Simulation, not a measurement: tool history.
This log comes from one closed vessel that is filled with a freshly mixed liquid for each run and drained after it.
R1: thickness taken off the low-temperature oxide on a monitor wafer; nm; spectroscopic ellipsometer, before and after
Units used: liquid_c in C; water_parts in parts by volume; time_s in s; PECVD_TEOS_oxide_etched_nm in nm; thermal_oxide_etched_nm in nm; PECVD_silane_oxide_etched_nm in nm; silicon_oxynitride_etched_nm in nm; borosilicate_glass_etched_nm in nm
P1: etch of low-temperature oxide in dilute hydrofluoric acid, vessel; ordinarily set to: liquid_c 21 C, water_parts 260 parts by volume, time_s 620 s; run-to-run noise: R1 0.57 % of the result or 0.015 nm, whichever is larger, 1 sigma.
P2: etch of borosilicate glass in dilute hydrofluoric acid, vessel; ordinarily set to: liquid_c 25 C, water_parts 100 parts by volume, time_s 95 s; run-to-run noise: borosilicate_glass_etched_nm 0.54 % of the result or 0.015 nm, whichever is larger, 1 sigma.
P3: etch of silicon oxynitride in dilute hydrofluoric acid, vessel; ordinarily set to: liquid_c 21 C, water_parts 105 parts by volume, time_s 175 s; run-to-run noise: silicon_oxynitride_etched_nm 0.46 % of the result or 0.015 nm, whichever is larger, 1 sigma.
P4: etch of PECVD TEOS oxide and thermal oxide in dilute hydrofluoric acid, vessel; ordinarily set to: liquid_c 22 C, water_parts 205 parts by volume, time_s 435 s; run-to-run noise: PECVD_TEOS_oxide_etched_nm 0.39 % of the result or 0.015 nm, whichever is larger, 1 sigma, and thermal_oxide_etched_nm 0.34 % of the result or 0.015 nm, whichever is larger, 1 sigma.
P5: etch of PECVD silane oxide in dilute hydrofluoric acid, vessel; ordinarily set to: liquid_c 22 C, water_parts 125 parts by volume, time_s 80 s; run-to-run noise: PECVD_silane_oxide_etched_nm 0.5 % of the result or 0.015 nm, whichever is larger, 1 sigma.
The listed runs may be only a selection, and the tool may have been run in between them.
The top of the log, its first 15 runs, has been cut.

Run 16, hour 181.4: process P2, liquid_c 31 C, water_parts 100 parts by volume, time_s 95 s. Result: borosilicate_glass_etched_nm 35.430 nm.
Run 17, hour 196.2: process P1, liquid_c 17 C, water_parts 390 parts by volume, time_s 620 s. Result: R1 13.1310 nm.
Run 18, hour 210.6: process P1, liquid_c 21 C, water_parts 260 parts by volume, time_s 1165 s. Result: R1 47.7990 nm.
Run 19, hour 226.4: process P5, liquid_c 29 C, water_parts 125 parts by volume, time_s 80 s. Result: PECVD_silane_oxide_etched_nm 21.3900 nm.
Run 20, hour 234.7: process P1, liquid_c 21 C, water_parts 260 parts by volume, time_s 620 s. Result: R1 25.6390 nm.
Run 21, hour 241.8: process P1, liquid_c 29 C, water_parts 260 parts by volume, time_s 620 s. Result: R1 33.6630 nm.
Run 22, hour 250.6: process P1, liquid_c 17 C, water_parts 260 parts by volume, time_s 620 s. Result: R1 21.9400 nm.
Run 23, hour 261.0: process P2, liquid_c 25 C, water_parts 100 parts by volume, time_s 95 s. Result: borosilicate_glass_etched_nm 27.939 nm.
Run 24, hour 269.4: process P1, liquid_c 21 C, water_parts 455 parts by volume, time_s 620 s. Result: R1 12.2810 nm.
Run 25, hour 284.2: process P2, liquid_c 25 C, water_parts 100 parts by volume, time_s 185 s. Result: borosilicate_glass_etched_nm 55.549 nm.
Run 26, hour 296.3: process P1, liquid_c 24 C, water_parts 260 parts by volume, time_s 1090 s. Result: R1 50.0780 nm.
Run 27, hour 312.1: process P4, liquid_c 22 C, water_parts 205 parts by volume, time_s 435 s. Result: PECVD_TEOS_oxide_etched_nm 20.1920 nm, thermal_oxide_etched_nm 8.3459 nm.
Run 28, hour 322.1: process P1, liquid_c 21 C, water_parts 65 parts by volume, time_s 620 s. Result: R1 123.2100 nm.
Run 29, hour 333.4: process P2, liquid_c 25 C, water_parts 145 parts by volume, time_s 95 s. Result: borosilicate_glass_etched_nm 18.430 nm.
Run 30, hour 343.2: process P3, liquid_c 21 C, water_parts 105 parts by volume, time_s 175 s. Result: silicon_oxynitride_etched_nm 6.9062 nm.
Run 31, hour 355.3: process P5, liquid_c 22 C, water_parts 125 parts by volume, time_s 80 s. Result: PECVD_silane_oxide_etched_nm 16.2290 nm.
Run 32, hour 366.8: process P5, liquid_c 22 C, water_parts 195 parts by volume, time_s 80 s. Result: PECVD_silane_oxide_etched_nm 9.6420 nm.
Run 33, hour 375.8: process P1, liquid_c 21 C, water_parts 260 parts by volume, time_s 620 s. Result: R1 25.3650 nm.
Run 34, hour 390.3: process P1, liquid_c 21 C, water_parts 260 parts by volume, time_s 620 s. Result: R1 24.7670 nm.
Run 35, hour 402.5: process P1, liquid_c 21 C, water_parts 260 parts by volume, time_s 620 s. Result: R1 24.3550 nm.
Run 36, hour 410.6: process P1, liquid_c 21 C, water_parts 260 parts by volume, time_s 620 s. Result: R1 24.3760 nm.
Run 37, hour 425.6: process P1, liquid_c 21 C, water_parts 260 parts by volume, time_s 620 s. Result: R1 24.0180 nm.
Run 38, hour 440.8: process P1, liquid_c 21 C, water_parts 260 parts by volume, time_s 620 s. Result: R1 23.7630 nm.
Run 39, hour 454.1: process P1, liquid_c 21 C, water_parts 260 parts by volume, time_s 620 s. Result: R1 23.9130 nm.

Expected results for the next run?
Run 40, hour 462.1: process P1, liquid_c 21 C, water_parts 260 parts by volume, time_s 620 s. Result: R1 ?.

R1: 23.5500 nm

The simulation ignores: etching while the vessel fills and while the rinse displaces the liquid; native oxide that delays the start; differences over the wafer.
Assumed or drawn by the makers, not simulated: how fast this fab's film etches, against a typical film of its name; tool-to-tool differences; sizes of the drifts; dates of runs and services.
